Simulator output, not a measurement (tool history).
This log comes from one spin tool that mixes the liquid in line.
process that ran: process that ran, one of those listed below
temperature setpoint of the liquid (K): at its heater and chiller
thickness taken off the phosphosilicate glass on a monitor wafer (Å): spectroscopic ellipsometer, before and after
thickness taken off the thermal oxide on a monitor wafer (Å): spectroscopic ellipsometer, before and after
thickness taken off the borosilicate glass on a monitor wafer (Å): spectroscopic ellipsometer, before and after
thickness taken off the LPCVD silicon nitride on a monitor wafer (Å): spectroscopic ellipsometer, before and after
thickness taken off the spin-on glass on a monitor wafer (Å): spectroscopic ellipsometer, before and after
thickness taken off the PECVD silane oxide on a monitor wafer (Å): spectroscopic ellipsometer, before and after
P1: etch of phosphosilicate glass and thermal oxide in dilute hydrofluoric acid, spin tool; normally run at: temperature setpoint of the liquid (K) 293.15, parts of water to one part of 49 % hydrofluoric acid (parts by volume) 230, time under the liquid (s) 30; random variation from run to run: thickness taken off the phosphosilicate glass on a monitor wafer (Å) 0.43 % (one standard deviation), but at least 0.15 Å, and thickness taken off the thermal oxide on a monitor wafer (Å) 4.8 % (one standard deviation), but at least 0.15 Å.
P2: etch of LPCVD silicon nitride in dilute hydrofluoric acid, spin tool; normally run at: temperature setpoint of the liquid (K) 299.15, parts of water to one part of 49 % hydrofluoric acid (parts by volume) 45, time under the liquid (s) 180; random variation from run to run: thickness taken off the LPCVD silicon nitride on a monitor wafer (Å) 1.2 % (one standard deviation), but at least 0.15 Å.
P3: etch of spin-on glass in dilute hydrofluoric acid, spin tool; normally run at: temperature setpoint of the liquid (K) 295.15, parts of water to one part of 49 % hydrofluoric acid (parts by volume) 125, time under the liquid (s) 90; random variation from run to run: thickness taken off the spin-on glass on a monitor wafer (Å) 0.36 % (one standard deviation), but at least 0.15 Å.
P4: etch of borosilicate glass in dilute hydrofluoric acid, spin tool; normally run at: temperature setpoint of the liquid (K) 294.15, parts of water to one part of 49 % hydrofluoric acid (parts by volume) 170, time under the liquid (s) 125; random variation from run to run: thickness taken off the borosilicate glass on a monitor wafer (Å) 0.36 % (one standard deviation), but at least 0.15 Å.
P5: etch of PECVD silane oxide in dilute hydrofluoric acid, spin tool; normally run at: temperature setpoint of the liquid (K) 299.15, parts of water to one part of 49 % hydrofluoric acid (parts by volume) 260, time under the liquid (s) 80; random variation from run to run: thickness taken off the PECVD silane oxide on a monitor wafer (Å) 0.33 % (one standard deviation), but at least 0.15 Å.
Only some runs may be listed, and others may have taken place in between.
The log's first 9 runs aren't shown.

run   hour  process that ran  temperature setpoint of the liquid (K)  parts of water to one part of 49 % hydrofluoric acid (parts by volume)  time under the liquid (s)  thickness taken off the phosphosilicate glass on a monitor wafer (Å)  thickness taken off the thermal oxide on a monitor wafer (Å)  thickness taken off the borosilicate glass on a monitor wafer (Å)  thickness taken off the LPCVD silicon nitride on a monitor wafer (Å)  thickness taken off the spin-on glass on a monitor wafer (Å)  thickness taken off the PECVD silane oxide on a monitor wafer (Å)
 10   71.8                P2                                  299.15                                                                      45                         70                                                                                                                                                                                                                                                                       7.9185
 11   76.1                P3                                  295.15                                                                     125                         90                                                                                                                                                                                                                                                                                                                                     269.23
 12   80.4                P1                                  293.15                                                                     230                         50                                                               131.120                                                        8.2630
 13   85.9                P1                                  293.15                                                                     230                         30                                                                78.875                                                        5.1259
 14   92.3                P5                                  299.15                                                                     460                         80                                                                                                                                                                                                                                                                                                                                                                                                        28.064
 15   96.9                P1                                  293.15                                                                     230                         30                                                                78.555                                                        4.9528
 16  101.3                P3                                  295.15                                                                     125                        140                                                                                                                                                                                                                                                                                                                                     422.91
 17  106.6                P3                                  295.15                                                                     190                         90                                                                                                                                                                                                                                                                                                                                     166.99
 18  115.1                P1                                  293.15                                                                     375                         30                                                                42.094                                                        2.6612
 19  120.8                P1                                  293.15                                                                      95                         30                                                               218.480                                                       13.7790
 20  126.8                P5                                  299.15                                                                     260                         80                                                                                                                                                                                                                                                                                                                                                                                                        59.426
 21  130.8                P1                                  293.15                                                                     230                         30                                                                78.324                                                        4.4508
 22  135.5                P2                                  292.15                                                                      45                        180                                                                                                                                                                                                                                                                      12.6890
 23  140.4                P1                                  296.65                                                                     230                         60                                                               177.820                                                       11.1060
 24  147.4                P2                                  299.15                                                                      45                        180                                                                                                                                                                                                                                                                      20.5280
 25  154.1                P3                                  301.15                                                                     125                         90                                                                                                                                                                                                                                                                                                                                     340.79
 26  161.4                P1                                  293.15                                                                     230                         30                                                                77.966                                                        4.1990
 27  168.0                P1                                  293.15                                                                     230                         15                                                                39.038                                                        2.4459
 28  172.0                P1                                  293.15                                                                     230                         30                                                                78.361                                                        4.4560
 29  178.4                P5                                  292.15                                                                     260                         80                                                                                                                                                                                                                                                                                                                                                                                                        46.199
 30  186.3                P1                                  296.65                                                                     315                         30                                                                59.928                                                        3.5885
 31  190.4                P5                                  299.15                                                                     260                         30                                                                                                                                                                                                                                                                                                                                                                                                        22.153
 32  197.2                P1                                  293.15                                                                     230                         30                                                                78.691                                                        4.6951
 33  204.9                P1                                  293.15                                                                     230                         30                                                                81.342                                                        5.6012

Expected results for the next run?
 34  208.7                P1                                  293.15                                                                     230                         30                                                                     ?                                                             ?

{"run 34": {"thickness taken off the phosphosilicate glass on a monitor wafer (Å)": 82.163, "thickness taken off the thermal oxide on a monitor wafer (Å)": 5.1778}}
